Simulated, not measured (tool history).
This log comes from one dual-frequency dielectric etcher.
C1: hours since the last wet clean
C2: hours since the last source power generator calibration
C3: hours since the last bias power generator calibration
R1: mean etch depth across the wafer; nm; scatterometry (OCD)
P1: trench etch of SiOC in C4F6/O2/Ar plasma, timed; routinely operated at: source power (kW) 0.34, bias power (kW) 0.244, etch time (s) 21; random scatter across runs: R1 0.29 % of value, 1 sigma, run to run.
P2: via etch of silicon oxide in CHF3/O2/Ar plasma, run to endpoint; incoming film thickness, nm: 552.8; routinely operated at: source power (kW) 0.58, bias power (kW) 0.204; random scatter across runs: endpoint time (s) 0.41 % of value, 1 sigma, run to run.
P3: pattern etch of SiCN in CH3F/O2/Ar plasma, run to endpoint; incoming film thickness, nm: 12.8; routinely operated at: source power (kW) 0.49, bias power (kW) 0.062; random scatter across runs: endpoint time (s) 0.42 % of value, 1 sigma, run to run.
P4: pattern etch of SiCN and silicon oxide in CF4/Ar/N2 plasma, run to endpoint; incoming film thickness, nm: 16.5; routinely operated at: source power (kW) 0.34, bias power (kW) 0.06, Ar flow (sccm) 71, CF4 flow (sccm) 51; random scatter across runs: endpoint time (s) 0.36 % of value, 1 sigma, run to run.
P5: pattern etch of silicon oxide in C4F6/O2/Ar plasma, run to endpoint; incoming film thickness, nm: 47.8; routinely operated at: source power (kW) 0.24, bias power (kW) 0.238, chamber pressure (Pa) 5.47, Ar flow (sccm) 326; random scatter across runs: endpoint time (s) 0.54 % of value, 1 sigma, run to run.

Run 1, hour 6.8: process that ran P1, source power (kW) 0.34, bias power (kW) 0.244, etch time (s) 21; C1 371.7; C2 1161.4; C3 573.2. Result: R1 46.187 nm.
Run 2, hour 10.2: process that ran P4, source power (kW) 0.34, bias power (kW) 0.06, Ar flow (sccm) 52, CF4 flow (sccm) 51; C1 375.1; C2 1164.8; C3 576.6. Result: endpoint time (s) 25.132.
Run 3, hour 14.6: process that ran P5, source power (kW) 0.24, bias power (kW) 0.334, Ar flow (sccm) 326, chamber pressure (Pa) 5.47; C1 379.5; C2 1169.2; C3 581. Result: endpoint time (s) 15.342.
Run 4, hour 19.5: process that ran P5, source power (kW) 0.24, bias power (kW) 0.238, Ar flow (sccm) 326, chamber pressure (Pa) 3.93; C1 384.4; C2 1174.1; C3 585.9. Result: endpoint time (s) 16.627.
At hour 23.6: wet clean of the chamber.
Run 5, hour 25.9: process that ran P2, source power (kW) 0.81, bias power (kW) 0.204; C1 2.3; C2 1180.5; C3 592.3. Result: endpoint time (s) 240.1.
Run 6, hour 29.1: process that ran P4, source power (kW) 0.34, bias power (kW) 0.071, Ar flow (sccm) 71, CF4 flow (sccm) 51; C1 5.5; C2 1183.7; C3 595.5. Result: endpoint time (s) 24.872.
Run 7, hour 32.9: process that ran P2, source power (kW) 0.58, bias power (kW) 0.126; C1 9.3; C2 1187.5; C3 599.3. Result: endpoint time (s) 317.64.
Run 8, hour 37: process that ran P1, source power (kW) 0.25, bias power (kW) 0.244, etch time (s) 21; C1 13.4; C2 1191.6; C3 603.4. Result: R1 41.043 nm.
Run 9, hour 43.9: process that ran P1, source power (kW) 0.41, bias power (kW) 0.244, etch time (s) 21; C1 20.3; C2 1198.5; C3 610.3. Result: R1 49.87 nm.
Run 10, hour 49.9: process that ran P3, source power (kW) 0.49, bias power (kW) 0.076; C1 26.3; C2 1204.5; C3 616.3. Result: endpoint time (s) 32.328.
Run 11, hour 56.7: process that ran P4, source power (kW) 0.34, bias power (kW) 0.06, Ar flow (sccm) 71, CF4 flow (sccm) 51; C1 33.1; C2 1211.3; C3 623.1. Result: endpoint time (s) 26.219.
Run 12, hour 63.7: process that ran P3, source power (kW) 0.49, bias power (kW) 0.062; C1 40.1; C2 1218.3; C3 630.1. Result: endpoint time (s) 34.154.
Run 13, hour 68.4: process that ran P1, source power (kW) 0.34, bias power (kW) 0.149, etch time (s) 21; C1 44.8; C2 1223; C3 634.8. Result: R1 39.369 nm.
Run 14, hour 72.7: process that ran P1, source power (kW) 0.34, bias power (kW) 0.244, etch time (s) 21; C1 49.1; C2 1227.3; C3 639.1. Result: R1 46.34 nm.
Run 15, hour 76.1: process that ran P4, source power (kW) 0.34, bias power (kW) 0.06, Ar flow (sccm) 71, CF4 flow (sccm) 71; C1 52.5; C2 1230.7; C3 642.5. Result: endpoint time (s) 24.987.
Run 16, hour 79.9: process that ran P4, source power (kW) 0.34, bias power (kW) 0.06, Ar flow (sccm) 71, CF4 flow (sccm) 51; C1 56.3; C2 1234.5; C3 646.3. Result: endpoint time (s) 26.18.
Run 17, hour 85.6: process that ran P3, source power (kW) 0.35, bias power (kW) 0.062; C1 62; C2 1240.2; C3 652. Result: endpoint time (s) 39.
Run 18, hour 89.8: process that ran P1, source power (kW) 0.34, bias power (kW) 0.296, etch time (s) 21; C1 66.2; C2 1244.4; C3 656.2. Result: R1 49.614 nm.
Run 19, hour 94.4: process that ran P1, source power (kW) 0.34, bias power (kW) 0.244, etch time (s) 21; C1 70.8; C2 1249; C3 660.8. Result: R1 46.195 nm.
Run 20, hour 98.3: process that ran P5, source power (kW) 0.31, bias power (kW) 0.238, Ar flow (sccm) 326, chamber pressure (Pa) 5.47; C1 74.7; C2 1252.9; C3 664.7. Result: endpoint time (s) 15.822.
Run 21, hour 105.1: process that ran P5, source power (kW) 0.24, bias power (kW) 0.238, Ar flow (sccm) 442, chamber pressure (Pa) 5.47; C1 81.5; C2 1259.7; C3 671.5. Result: endpoint time (s) 18.119.
Run 22, hour 109.5: process that ran P1, source power (kW) 0.34, bias power (kW) 0.286, etch time (s) 26.5; C1 85.9; C2 1264.1; C3 675.9. Result: R1 61.983 nm.
Run 23, hour 114.6: process that ran P1, source power (kW) 0.34, bias power (kW) 0.244, etch time (s) 30; C1 91; C2 1269.2; C3 681. Result: R1 66.032 nm.
Run 24, hour 121.5: process that ran P5, source power (kW) 0.24, bias power (kW) 0.238, Ar flow (sccm) 326, chamber pressure (Pa) 5.47; C1 97.9; C2 1276.1; C3 687.9. Result: endpoint time (s) 17.473.
Run 25, hour 128.3: process that ran P2, source power (kW) 0.58, bias power (kW) 0.204; C1 104.7; C2 1282.9; C3 694.7. Result: endpoint time (s) 273.85.
Run 26, hour 132.3: process that ran P1, source power (kW) 0.34, bias power (kW) 0.244, etch time (s) 21; C1 108.7; C2 1286.9; C3 698.7. Result: R1 46.285 nm.
Run 27, hour 136.4: process that ran P1, source power (kW) 0.34, bias power (kW) 0.244, etch time (s) 12; C1 112.8; C2 1291; C3 702.8. Result: R1 26.43 nm.
Run 28, hour 142.3: process that ran P4, source power (kW) 0.42, bias power (kW) 0.06, Ar flow (sccm) 71, CF4 flow (sccm) 51; C1 118.7; C2 1296.9; C3 708.7. Result: endpoint time (s) 21.89.
Run 29, hour 147.8: process that ran P1, source power (kW) 0.34, bias power (kW) 0.244, etch time (s) 21; C1 124.2; C2 1302.4; C3 714.2. Result: R1 46.321 nm.
Run 30, hour 151.3: process that ran P1, source power (kW) 0.34, bias power (kW) 0.244, etch time (s) 21; C1 127.7; C2 1305.9; C3 717.7. Result: R1 46.073 nm.
Run 31, hour 155.3: process that ran P1, source power (kW) 0.34, bias power (kW) 0.244, etch time (s) 21; C1 131.7; C2 1309.9; C3 721.7. Result: R1 45.906 nm.
Run 32, hour 160.4: process that ran P1, source power (kW) 0.34, bias power (kW) 0.244, etch time (s) 21; C1 136.8; C2 1315; C3 726.8. Result: R1 45.879 nm.
Run 33, hour 163.8: process that ran P1, source power (kW) 0.34, bias power (kW) 0.244, etch time (s) 21; C1 140.2; C2 1318.4; C3 730.2. Result: R1 45.525 nm.
At hour 166.6: wet clean of the chamber.
Run 34, hour 170.8: process that ran P1, source power (kW) 0.34, bias power (kW) 0.244, etch time (s) 21; C1 4.2; C2 1325.4; C3 737.2. Result: R1 45.731 nm.
Run 35, hour 174: process that ran P1, source power (kW) 0.34, bias power (kW) 0.244, etch time (s) 21; C1 7.4; C2 1328.6; C3 740.4. Result: R1 45.57 nm.
Run 36, hour 179.8: process that ran P1, source power (kW) 0.34, bias power (kW) 0.244, etch time (s) 21; C1 13.2; C2 1334.4; C3 746.2. Result: R1 45.379 nm.
Run 37, hour 186.4: process that ran P1, source power (kW) 0.34, bias power (kW) 0.244, etch time (s) 21; C1 19.8; C2 1341; C3 752.8. Result: R1 45.722 nm.
Run 38, hour 192.8: process that ran P1, source power (kW) 0.34, bias power (kW) 0.244, etch time (s) 21; C1 26.2; C2 1347.4; C3 759.2. Result: R1 45.625 nm.

What P1 gives has crept away from where it was. These 2 causes fit the log equally well, each at the size given:
A: source power that arrives under what is set, % = 3.92
B: bias power that arrives under what is set, % = 4.4
At approximately hour 147.8, the process output began to creep.
The rest of the possible causes, and what rules out each one:
chamber walls in a state that lowers the etch rate, %: was serviced at hour 166.6, once the creep was under way, yet the earlier output never came back

Which of the check runs below tells the causes apart, meaning the causes would give it clearly different results? Each run uses 2 wafers whose results are averaged, and each result is shown as a question mark.
Run check 1, hour 199.2: process that ran P5, source power (kW) 0.24, bias power (kW) 0.238, Ar flow (sccm) 326, chamber pressure (Pa) 5.47. Result: endpoint time (s) ?.
Run check 2, hour 199.2: process that ran P3, source power (kW) 0.49, bias power (kW) 0.062. Result: endpoint time (s) ?.
Run check 3, hour 199.2: process that ran P4, source power (kW) 0.34, bias power (kW) 0.06, Ar flow (sccm) 71, CF4 flow (sccm) 51. Result: endpoint time (s) ?.
Run check 4, hour 199.2: process that ran P2, source power (kW) 0.58, bias power (kW) 0.204. Result: endpoint time (s) ?.

How each check would come out, cause by cause:
  check             result    if A    if B
check 1  endpoint time (s)  17.708  17.714
check 2  endpoint time (s)  34.867  34.859
check 3  endpoint time (s)  27.212  26.657
check 4  endpoint time (s)  276.34  276.42
Per-check spread between the two closest causes, in the result where they differ most: check 1 0.03 %; check 2 0.02 %; check 3 2.06 %; check 4 0.03 %
Only check 3 tells the causes apart: in the others they would give nearly the same result.

Here is what check 3 returned: endpoint time (s) 26.664. Which cause is it?

Of the candidate causes, it is B: bias power that arrives under what is set, %.

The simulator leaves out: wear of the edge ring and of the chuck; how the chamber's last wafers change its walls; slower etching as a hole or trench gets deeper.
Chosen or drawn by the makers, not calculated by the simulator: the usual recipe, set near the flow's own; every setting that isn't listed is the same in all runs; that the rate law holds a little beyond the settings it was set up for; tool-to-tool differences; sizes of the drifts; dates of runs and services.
